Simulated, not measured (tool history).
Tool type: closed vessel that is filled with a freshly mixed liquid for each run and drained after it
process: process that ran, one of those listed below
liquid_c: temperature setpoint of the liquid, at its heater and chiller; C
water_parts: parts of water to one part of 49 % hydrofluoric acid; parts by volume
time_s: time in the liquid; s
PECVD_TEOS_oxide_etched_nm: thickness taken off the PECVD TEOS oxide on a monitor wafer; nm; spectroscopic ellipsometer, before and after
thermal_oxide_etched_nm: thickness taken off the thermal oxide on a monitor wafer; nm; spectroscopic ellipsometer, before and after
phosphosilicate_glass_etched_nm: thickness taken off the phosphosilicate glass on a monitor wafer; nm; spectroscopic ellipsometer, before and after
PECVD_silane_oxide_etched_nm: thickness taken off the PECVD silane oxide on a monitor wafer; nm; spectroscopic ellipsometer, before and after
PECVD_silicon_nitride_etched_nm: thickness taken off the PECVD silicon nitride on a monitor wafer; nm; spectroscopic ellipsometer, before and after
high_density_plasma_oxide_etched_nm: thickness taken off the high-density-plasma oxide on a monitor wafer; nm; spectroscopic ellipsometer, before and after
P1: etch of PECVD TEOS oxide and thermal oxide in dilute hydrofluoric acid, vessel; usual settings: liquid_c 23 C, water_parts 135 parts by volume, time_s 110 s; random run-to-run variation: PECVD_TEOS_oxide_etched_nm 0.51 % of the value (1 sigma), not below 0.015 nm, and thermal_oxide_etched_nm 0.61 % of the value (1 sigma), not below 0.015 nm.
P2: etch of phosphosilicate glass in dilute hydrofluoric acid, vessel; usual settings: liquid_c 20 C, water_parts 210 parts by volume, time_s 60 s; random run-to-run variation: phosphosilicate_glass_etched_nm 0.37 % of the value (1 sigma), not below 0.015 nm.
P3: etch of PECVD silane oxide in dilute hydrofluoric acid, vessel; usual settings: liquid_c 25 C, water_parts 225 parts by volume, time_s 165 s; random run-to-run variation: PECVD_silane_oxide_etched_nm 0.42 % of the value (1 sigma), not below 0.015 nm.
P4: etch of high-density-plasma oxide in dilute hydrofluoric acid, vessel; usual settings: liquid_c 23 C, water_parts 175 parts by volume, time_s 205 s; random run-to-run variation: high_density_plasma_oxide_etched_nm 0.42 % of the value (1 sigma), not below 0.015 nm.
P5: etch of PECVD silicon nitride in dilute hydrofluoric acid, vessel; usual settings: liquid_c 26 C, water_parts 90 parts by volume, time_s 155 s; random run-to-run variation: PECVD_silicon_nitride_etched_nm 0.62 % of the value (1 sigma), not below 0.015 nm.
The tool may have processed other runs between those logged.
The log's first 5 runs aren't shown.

| run | hour | process | liquid_c | water_parts | time_s | hours since the thermometer was replaced | hours since the hydrofluoric acid flow meter was replaced | PECVD_TEOS_oxide_etched_nm | thermal_oxide_etched_nm | phosphosilicate_glass_etched_nm | PECVD_silane_oxide_etched_nm | PECVD_silicon_nitride_etched_nm | high_density_plasma_oxide_etched_nm |
|---|---|---|---|---|---|---|---|---|---|---|---|---|---|
| 6 | 50 | P5 | 26 | 30 | 155 | 1640.2 | 163 |  |  |  |  | 12.271 |  |
| 7 | 58.9 | P3 | 20.5 | 225 | 165 | 1649.1 | 171.9 |  |  |  | 14.96 |  |  |
| 8 | 63.3 | P5 | 26 | 90 | 255 | 1653.5 | 176.3 |  |  |  |  | 6.8419 |  |
| 9 | 71.5 | P4 | 23 | 275 | 205 | 1661.7 | 184.5 |  |  |  |  |  | 3.6093 |
| 10 | 76 | P2 | 20 | 360 | 60 | 1666.2 | 189 |  |  | 8.7955 |  |  |  |
| 11 | 84.9 | P3 | 25 | 225 | 240 | 1675.1 | 197.9 |  |  |  | 25.713 |  |  |
| 12 | 90.8 | P1 | 23 | 75 | 110 | 1681 | 203.8 | 33.16 | 7.3509 |  |  |  |  |
| 13 | 100.7 | P4 | 23 | 175 | 205 | 1690.9 | 213.7 |  |  |  |  |  | 6.2782 |
| 14 | 106.5 | P4 | 23 | 175 | 90 | 1696.7 | 219.5 |  |  |  |  |  | 2.7893 |
| 15 | 113.8 | P5 | 26 | 90 | 155 | 1704 | 226.8 |  |  |  |  | 4.1917 |  |
| 16 | 123.4 | P1 | 23 | 135 | 35 | 1713.6 | 236.4 | 5.447 | 1.2097 |  |  |  |  |
| 17 | 132.1 | P1 | 23 | 135 | 110 | 1722.3 | 245.1 | 17.108 | 3.7999 |  |  |  |  |
| 18 | 137.8 | P1 | 23 | 235 | 110 | 1728 | 250.8 | 8.7761 | 1.9679 |  |  |  |  |
| 19 | 143.7 | P1 | 30 | 135 | 110 | 1733.9 | 256.7 | 22.365 | 4.9267 |  |  |  |  |
| 20 | 153.7 | P5 | 26 | 90 | 155 | 1743.9 | 266.7 |  |  |  |  | 4.177 |  |
| 21 | 161.8 | P4 | 27.5 | 175 | 205 | 1752 | 274.8 |  |  |  |  |  | 7.4999 |

Estimate the outcome of run 22 from the log above:
| 22 | 169.1 | P4 | 23 | 175 | 205 | 1759.3 | 282.1 |  |  |  |  |  | ? |

{"run 22": {"high_density_plasma_oxide_etched_nm": 6.2873}}

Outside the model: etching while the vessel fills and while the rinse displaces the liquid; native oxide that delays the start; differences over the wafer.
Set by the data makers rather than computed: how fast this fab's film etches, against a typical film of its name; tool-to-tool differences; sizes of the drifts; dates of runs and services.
